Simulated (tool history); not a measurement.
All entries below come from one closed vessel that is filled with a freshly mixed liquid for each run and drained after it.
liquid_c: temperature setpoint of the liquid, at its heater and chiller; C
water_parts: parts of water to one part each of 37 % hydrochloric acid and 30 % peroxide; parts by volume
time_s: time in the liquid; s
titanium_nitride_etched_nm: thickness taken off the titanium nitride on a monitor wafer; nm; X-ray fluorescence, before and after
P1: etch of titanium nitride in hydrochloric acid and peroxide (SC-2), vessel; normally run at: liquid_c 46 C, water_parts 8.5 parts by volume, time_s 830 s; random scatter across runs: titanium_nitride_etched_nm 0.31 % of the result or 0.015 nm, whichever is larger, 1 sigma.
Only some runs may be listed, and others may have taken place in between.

run	day	liquid_c	water_parts	time_s	hours since the thermometer was replaced	hours since the chemicals flow meter was replaced	hours since the drum of peroxide was connected	titanium_nitride_etched_nm
1	0.196	46	8.5	830	1307.5	322.6	99.3	15.221
2	0.379	35	8.5	830	1311.9	327	103.7	7.0045
3	0.483	46	8.5	150	1314.4	329.5	106.2	2.7884
4	0.604	46	8.5	1335	1317.3	332.4	109.1	24.535
5	0.779	58.5	8.5	830	1321.5	336.6	113.3	34.708
6	0.929	53.5	12	830	1325.1	340.2	116.9	19.069
7	1.092	46	4	830	1329	344.1	120.8	26.869
8	1.183	46	8.5	830	1331.2	346.3	123	15.318
9	1.35	46	8.5	830	1335.2	350.3	127	15.385
10	1.529	46	4	1240	1339.5	354.6	131.3	40.086
11	1.621	46	8.5	830	1341.7	356.8	133.5	15.273
12	1.767	46	12	830	1345.2	360.3	137	11.521
13	1.933	46	8.5	830	1349.2	364.3	141	15.284

Run 14, settings as shown, results not yet in. Your forecast:
14	2.121	46	8.5	830	1353.7	368.8	145.5	?

Run 14 gave titanium_nitride_etched_nm 14.525 nm.
